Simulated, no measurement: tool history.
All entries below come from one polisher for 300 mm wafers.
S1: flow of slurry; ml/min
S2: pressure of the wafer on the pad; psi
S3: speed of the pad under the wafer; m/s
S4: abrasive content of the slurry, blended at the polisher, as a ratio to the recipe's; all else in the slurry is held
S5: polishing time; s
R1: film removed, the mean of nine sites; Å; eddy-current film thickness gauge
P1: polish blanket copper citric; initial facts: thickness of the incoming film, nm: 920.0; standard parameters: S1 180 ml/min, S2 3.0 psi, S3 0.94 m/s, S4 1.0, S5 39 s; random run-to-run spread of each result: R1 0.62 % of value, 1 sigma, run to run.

run   hour   S1   S2    S3   S4  S5       R1
  1    9.9  180  3.0  0.94  1.0  39   701.81
  2   20.0  180  3.0  0.94  1.0  62  1112.20
  3   29.0  180  3.0  0.66  1.0  39   495.37
  4   41.5  180  3.0  1.30  1.0  39   954.13
  5   52.0  180  2.2  0.94  1.0  39   516.77
  6   58.6  180  3.0  0.94  0.6  39   628.95
      64.8  -- slurry blender recalibrated
  7   66.7  280  3.0  0.94  1.3  39   776.35
  8   76.2  180  3.0  0.94  1.0  39   691.53
  9   87.6  180  4.2  0.94  1.0  39   972.79
 10   93.5  180  3.0  0.94  1.3  39   725.50
 11  103.4  180  3.0  0.94  1.0  39   696.76
 12  110.2  180  3.0  0.94  1.0  39   696.07
 13  122.0  110  3.0  0.94  1.0  39   636.46
 14  128.2  180  3.0  0.94  1.0  39   700.97
 15  140.6  180  3.0  0.94  1.0  23   409.06
 16  150.7  180  3.7  0.52  1.0  39   480.56
 17  160.2  270  3.0  0.94  1.0  39   730.66
 18  167.7  180  3.0  0.94  1.0  39   695.01
 19  177.0  180  3.0  0.94  1.0  39   699.87
 20  186.3  180  3.0  0.94  1.0  39   677.72
 21  194.7  180  3.0  0.94  1.0  39   658.91

What does the tool deliver on the next run?
 22  202.2  180  3.0  0.94  1.0  39   ?

For run 22 the tool returned R1 659.93 Å.
